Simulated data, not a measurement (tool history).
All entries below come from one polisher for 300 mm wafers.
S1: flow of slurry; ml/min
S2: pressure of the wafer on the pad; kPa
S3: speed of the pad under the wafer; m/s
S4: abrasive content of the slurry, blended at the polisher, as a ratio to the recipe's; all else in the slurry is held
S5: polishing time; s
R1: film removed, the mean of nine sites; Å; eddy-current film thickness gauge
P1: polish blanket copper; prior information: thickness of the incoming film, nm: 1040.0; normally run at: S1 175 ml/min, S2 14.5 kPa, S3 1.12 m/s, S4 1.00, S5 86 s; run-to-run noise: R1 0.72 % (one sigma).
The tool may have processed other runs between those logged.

run	hour	S1	S2	S3	S4	S5	R1
1	8.7	175	14.5	1.12	1.00	86	2358.3
2	15.8	175	14.5	1.12	1.00	45	1236.2
3	22.5	175	14.5	1.12	1.00	86	2374.1
4	27.7	105	14.5	1.12	1.45	86	2287.2
5	34.7	230	21.4	1.12	1.00	86	3652.7
6	45.8	175	14.5	1.12	0.50	86	2015.1
7	51.7	175	14.5	1.12	1.25	86	2477.3
8	59.5	175	14.5	1.12	1.00	86	2343.9
9	65.7	175	22.1	1.12	1.00	86	3568.2
10	72.9	175	14.5	1.42	1.00	86	2983.7
# hour 76.6: slurry nozzle cleaned
11	78.2	175	14.5	1.12	1.00	136	3717.5
12	85.1	175	14.5	1.12	1.00	86	2310.5
13	93.9	175	6.9	1.12	1.00	86	1123.8
# hour 99.9: slurry blender recalibrated
14	99.9	175	14.5	0.58	1.00	86	1229.3
15	111.6	175	14.5	1.12	1.00	86	2349.8
16	116.8	105	14.5	1.12	1.00	86	2165.0
17	128.0	260	14.5	1.12	1.00	86	2485.3
18	135.8	175	14.5	1.12	1.00	86	2326.7
19	146.2	175	14.5	1.12	1.00	86	2280.5
20	155.7	175	14.5	1.12	1.00	86	2238.1
21	160.9	175	14.5	1.12	1.00	86	2208.5
# hour 162.8: slurry blender recalibrated
# hour 166.9: worn pad replaced by a new one
22	172.1	175	14.5	1.12	1.00	86	2176.6
23	179.6	175	14.5	1.12	1.00	86	2173.6
24	185.5	175	14.5	1.12	1.00	86	2165.4
25	191.0	175	14.5	1.12	1.00	86	2151.0
26	200.7	175	14.5	1.12	1.00	86	2120.1
27	206.1	175	14.5	1.12	1.00	86	2133.6

Compared with where it was, what P1 gives has crept away. Each cause listed below fits the log as well as the rest, at the size given for it:
A: head's pressure below its setpoint, % = 9.01
B: slurry flow missing at the pad, % = 39.3
The drift started at roughly hour 135.8.
Why every other cause is out:
removal rate lost through wear of the pad, %: was serviced at hour 166.9, once the creep was under way, yet the earlier output never came back
abrasive missing from the slurry, %: was serviced at hour 162.8, once the creep was under way, yet the earlier output never came back

The list below offers 4 check runs, each averaging the results of 5 wafers, and shows each result as a question mark. For which of them would the listed causes give clearly different results?
check 1	211.5	255	14.5	1.12	1.00	113	?
check 2	211.5	175	14.5	1.12	0.55	107	?
check 3	211.5	175	21.4	1.12	1.00	60	?
check 4	211.5	175	11.7	1.12	1.00	127	?

Predicted outcomes, by check and by cause:
check	result	if A	if B
check 1	R1	2944.7	3027.5
check 2	R1	2350.6	2350.2
check 3	R1	2201.5	2201.1
check 4	R1	2555.4	2555.0
Distance between the nearest two causes, measured in the result of the check that separates them most: check 1 2.77 %; check 2 0.02 %; check 3 0.02 %; check 4 0.02 %
Only in check 1 would the causes give clearly different results; in the remaining checks their results would be nearly the same.

The results of check 1 are: R1 3030.0 Å. Based on these, which of the listed causes is it?

Of the candidate causes, it is B: slurry flow missing at the pad, %.
